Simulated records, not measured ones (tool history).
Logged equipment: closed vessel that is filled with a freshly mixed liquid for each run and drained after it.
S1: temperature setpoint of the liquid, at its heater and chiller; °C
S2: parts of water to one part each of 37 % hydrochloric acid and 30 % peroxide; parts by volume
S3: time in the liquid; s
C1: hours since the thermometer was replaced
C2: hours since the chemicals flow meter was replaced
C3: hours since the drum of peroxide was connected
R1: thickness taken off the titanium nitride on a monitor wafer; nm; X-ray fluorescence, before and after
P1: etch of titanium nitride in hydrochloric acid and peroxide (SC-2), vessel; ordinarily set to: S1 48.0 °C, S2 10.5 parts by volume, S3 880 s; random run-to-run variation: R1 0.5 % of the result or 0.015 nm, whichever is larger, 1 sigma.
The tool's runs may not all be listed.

run 1 hour=5.7 | S1=48.0 S2=10.5 S3=880 | C1=2051.3 C2=1166.7 C3=186.0 | R1=34.0200
run 2 hour=11.8 | S1=48.0 S2=10.5 S3=1695 | C1=2057.4 C2=1172.8 C3=192.1 | R1=66.1880
-- hour=17.5 new drum of peroxide connected
run 3 hour=20.2 | S1=35.0 S2=10.5 S3=880 | C1=2065.8 C2=1181.2 C3=2.8 | R1=13.6950
run 4 hour=30.6 | S1=48.0 S2=17.5 S3=880 | C1=2076.2 C2=1191.6 C3=13.2 | R1=22.0780
run 5 hour=37.8 | S1=60.5 S2=10.5 S3=880 | C1=2083.4 C2=1198.8 C3=20.4 | R1=77.7960
run 6 hour=48.6 | S1=48.0 S2=10.5 S3=880 | C1=2094.2 C2=1209.6 C3=31.2 | R1=34.3610
run 7 hour=54.3 | S1=48.0 S2=10.5 S3=880 | C1=2099.9 C2=1215.3 C3=36.9 | R1=34.3250
-- hour=61.0 thermometer replaced
run 8 hour=62.1 | S1=48.0 S2=4.0 S3=880 | C1=1.1 C2=1223.1 C3=44.7 | R1=72.0940
run 9 hour=69.0 | S1=48.0 S2=17.5 S3=1670 | C1=8.0 C2=1230.0 C3=51.6 | R1=41.6090
run 10 hour=74.8 | S1=48.0 S2=10.5 S3=440 | C1=13.8 C2=1235.8 C3=57.4 | R1=17.2880
run 11 hour=80.3 | S1=48.0 S2=10.5 S3=880 | C1=19.3 C2=1241.3 C3=62.9 | R1=34.2190
run 12 hour=87.0 | S1=48.0 S2=10.5 S3=880 | C1=26.0 C2=1248.0 C3=69.6 | R1=34.3410
run 13 hour=93.3 | S1=48.0 S2=18.5 S3=245 | C1=32.3 C2=1254.3 C3=75.9 | R1=5.8294
run 14 hour=103.9 | S1=48.0 S2=10.5 S3=880 | C1=42.9 C2=1264.9 C3=86.5 | R1=34.0970
run 15 hour=112.6 | S1=48.0 S2=10.5 S3=880 | C1=51.6 C2=1273.6 C3=95.2 | R1=33.7980
run 16 hour=121.3 | S1=48.0 S2=10.5 S3=880 | C1=60.3 C2=1282.3 C3=103.9 | R1=32.8530
run 17 hour=130.6 | S1=48.0 S2=10.5 S3=880 | C1=69.6 C2=1291.6 C3=113.2 | R1=32.7150
run 18 hour=138.9 | S1=48.0 S2=10.5 S3=880 | C1=77.9 C2=1299.9 C3=121.5 | R1=32.2120
-- hour=143.8 new drum of peroxide connected
run 19 hour=147.1 | S1=48.0 S2=10.5 S3=880 | C1=86.1 C2=1308.1 C3=3.3 | R1=32.1940
run 20 hour=156.5 | S1=48.0 S2=10.5 S3=880 | C1=95.5 C2=1317.5 C3=12.7 | R1=32.0900
run 21 hour=167.0 | S1=48.0 S2=10.5 S3=880 | C1=106.0 C2=1328.0 C3=23.2 | R1=31.8580
run 22 hour=171.9 | S1=48.0 S2=10.5 S3=880 | C1=110.9 C2=1332.9 C3=28.1 | R1=32.2500
run 23 hour=176.6 | S1=48.0 S2=10.5 S3=880 | C1=115.6 C2=1337.6 C3=32.8 | R1=31.9480
run 24 hour=186.2 | S1=48.0 S2=10.5 S3=880 | C1=125.2 C2=1347.2 C3=42.4 | R1=31.7200

The log shows P1 creeping away from where it was. Any of the 2 causes listed here, at the size stated for it, fits the log just as well as the others:
A: chemicals flow below the setpoint (%) = 8.36
B: liquid colder than its thermometer reads (K) = 1.09
The gradual shift began around hour 103.9.
Ruled out, with reasons:
peroxide weaker than its label (%): maintenance at hour 143.8, after the shift began, did not return the process to its former output

Each of the check runs listed below is run on 3 wafers and reports their average, with the results left as question marks. Pick the one under which the possible causes would lead to clearly different results.
run check 1 hour=195.8 | S1=48.0 S2=10.5 S3=1485 | R1=?
run check 2 hour=195.8 | S1=48.0 S2=15.0 S3=880 | R1=?
run check 3 hour=195.8 | S1=35.5 S2=4.0 S3=880 | R1=?
run check 4 hour=195.8 | S1=48.0 S2=16.5 S3=1610 | R1=?

Outcome of each check run for each possible cause:
check=check_1 result=R1 if_A=53.8760 if_B=53.8770
check=check_2 result=R1 if_A=23.3920 if_B=23.4760
check=check_3 result=R1 if_A=28.0550 if_B=27.4750
check=check_4 result=R1 if_A=39.2950 if_B=39.4670
Minimum pairwise separation of causes per check, each pair taken at its best-separating result: check 1 0 %; check 2 0.36 %; check 3 2.09 %; check 4 0.44 %
Only check 3 tells the causes apart: in the others they would give nearly the same result.

Here is what check 3 returned: R1 27.9370 nm. Which cause is it?

It is A: chemicals flow below the setpoint (%).
